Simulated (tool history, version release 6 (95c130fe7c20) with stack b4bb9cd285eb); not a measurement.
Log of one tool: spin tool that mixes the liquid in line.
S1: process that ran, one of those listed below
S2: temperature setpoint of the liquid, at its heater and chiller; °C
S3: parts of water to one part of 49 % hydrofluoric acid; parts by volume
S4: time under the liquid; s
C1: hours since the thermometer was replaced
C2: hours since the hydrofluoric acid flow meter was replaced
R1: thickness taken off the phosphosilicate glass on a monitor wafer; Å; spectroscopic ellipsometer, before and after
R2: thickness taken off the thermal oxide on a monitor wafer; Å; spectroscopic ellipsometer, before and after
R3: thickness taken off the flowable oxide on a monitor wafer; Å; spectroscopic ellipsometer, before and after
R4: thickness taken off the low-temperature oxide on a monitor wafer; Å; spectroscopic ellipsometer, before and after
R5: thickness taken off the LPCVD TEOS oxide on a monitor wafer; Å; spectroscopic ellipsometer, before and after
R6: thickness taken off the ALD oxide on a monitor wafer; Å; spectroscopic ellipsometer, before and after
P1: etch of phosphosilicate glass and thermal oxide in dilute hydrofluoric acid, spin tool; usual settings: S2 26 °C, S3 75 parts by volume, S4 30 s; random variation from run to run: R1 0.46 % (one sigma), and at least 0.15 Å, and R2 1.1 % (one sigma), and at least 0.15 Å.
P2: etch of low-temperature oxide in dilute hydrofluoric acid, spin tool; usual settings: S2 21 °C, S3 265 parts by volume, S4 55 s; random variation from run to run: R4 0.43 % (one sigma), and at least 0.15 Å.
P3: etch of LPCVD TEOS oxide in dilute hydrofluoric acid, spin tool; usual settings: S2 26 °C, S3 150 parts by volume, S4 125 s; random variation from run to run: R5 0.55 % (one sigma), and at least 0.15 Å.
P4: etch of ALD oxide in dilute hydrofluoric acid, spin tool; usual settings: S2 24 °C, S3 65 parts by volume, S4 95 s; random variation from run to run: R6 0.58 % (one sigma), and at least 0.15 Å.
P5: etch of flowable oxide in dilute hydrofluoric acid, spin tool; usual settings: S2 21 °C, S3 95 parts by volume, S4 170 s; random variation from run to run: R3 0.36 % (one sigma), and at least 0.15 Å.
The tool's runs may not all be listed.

run,hour,S1,S2,S3,S4,C1,C2,R1,R2,R3,R4,R5,R6
1,5.4,P1,26,75,30,380.4,503.3,542.56,21.801,,,,
2,9.2,P1,26,30,30,384.2,507.1,1427.9,59.239,,,,
3,13.4,P5,21,95,170,388.4,511.3,,,487.92,,,
4,17.3,P5,21,30,170,392.3,515.2,,,1667.9,,,
5,23.5,P2,21,265,110,398.5,521.4,,,,108.69,,
6,30.4,P3,26,150,125,405.4,528.3,,,,,332.9,
7,36.8,P1,26,75,30,411.8,534.7,541.24,22.484,,,,
8,41.6,P3,26,150,125,416.6,539.5,,,,,334.21,
9,48.8,P2,21,470,55,423.8,546.7,,,,25.489,,
10,55.8,P4,24,65,135,430.8,553.7,,,,,,308.84
11,62.5,P4,17,65,95,437.5,560.4,,,,,,161.91
12,66.3,P1,26,75,30,441.3,564.2,541.36,22.358,,,,
13,71.5,P1,26,75,30,446.5,569.4,535.2,21.916,,,,
14,75.6,P1,26,75,30,450.6,573.5,536.02,22.247,,,,
15,80.6,P3,26,25,125,455.6,578.5,,,,,2381.1,
16,86.8,P5,25,95,170,461.8,584.7,,,573.54,,,
17,91.3,P1,26,75,30,466.3,589.2,544.08,21.621,,,,
18,97.5,P3,21,150,125,472.5,595.4,,,,,277.83,
19,102.2,P1,31.5,25,30,477.2,600.1,2169.8,90.492,,,,
20,105.6,P3,26,150,70,480.6,603.5,,,,,188.24,
21,109.6,P1,26,75,50,484.6,607.5,897.95,36.108,,,,
22,113.2,P5,21,95,75,488.2,611.1,,,215.74,,,
23,119.7,P2,21,265,55,494.7,617.6,,,,53.723,,
24,125.4,P1,26,140,30,500.4,623.3,263.63,10.932,,,,
25,132.4,P4,24,65,95,507.4,630.3,,,,,,214.61
26,136.5,P1,26,75,30,511.5,634.4,538.07,21.829,,,,
27,141.3,P1,30,75,30,516.3,639.2,629.9,25.74,,,,
28,144.4,P4,24,65,95,519.4,642.3,,,,,,215
29,151.3,P1,26,75,15,526.3,649.2,267.73,10.773,,,,
30,155.9,P4,24,40,95,530.9,653.8,,,,,,364.04
31,162.7,P2,27.5,265,55,537.7,660.6,,,,68.086,,
32,166.8,P1,20.5,75,30,541.8,664.7,433.14,16.994,,,,
33,171.5,P1,26,75,30,546.5,669.4,537.75,22.323,,,,
34,175.8,P1,26,75,30,550.8,673.7,533.72,20.894,,,,
35,182.8,P1,26,75,30,557.8,680.7,521.28,21.488,,,,
36,186.7,P1,26,75,30,561.7,684.6,519.69,21.006,,,,
37,190.4,P1,26,75,30,565.4,688.3,512.39,20.989,,,,
38,196.4,P1,26,75,30,571.4,694.3,513.6,21.138,,,,
39,202.6,P1,26,75,30,577.6,700.5,510.38,20.56,,,,

The next listed run, before its measurement:
40,208.9,P1,26,75,30,583.9,706.8,?,?,,,,

{"run 40": {"R1": 505.65, "R2": 20.315}}

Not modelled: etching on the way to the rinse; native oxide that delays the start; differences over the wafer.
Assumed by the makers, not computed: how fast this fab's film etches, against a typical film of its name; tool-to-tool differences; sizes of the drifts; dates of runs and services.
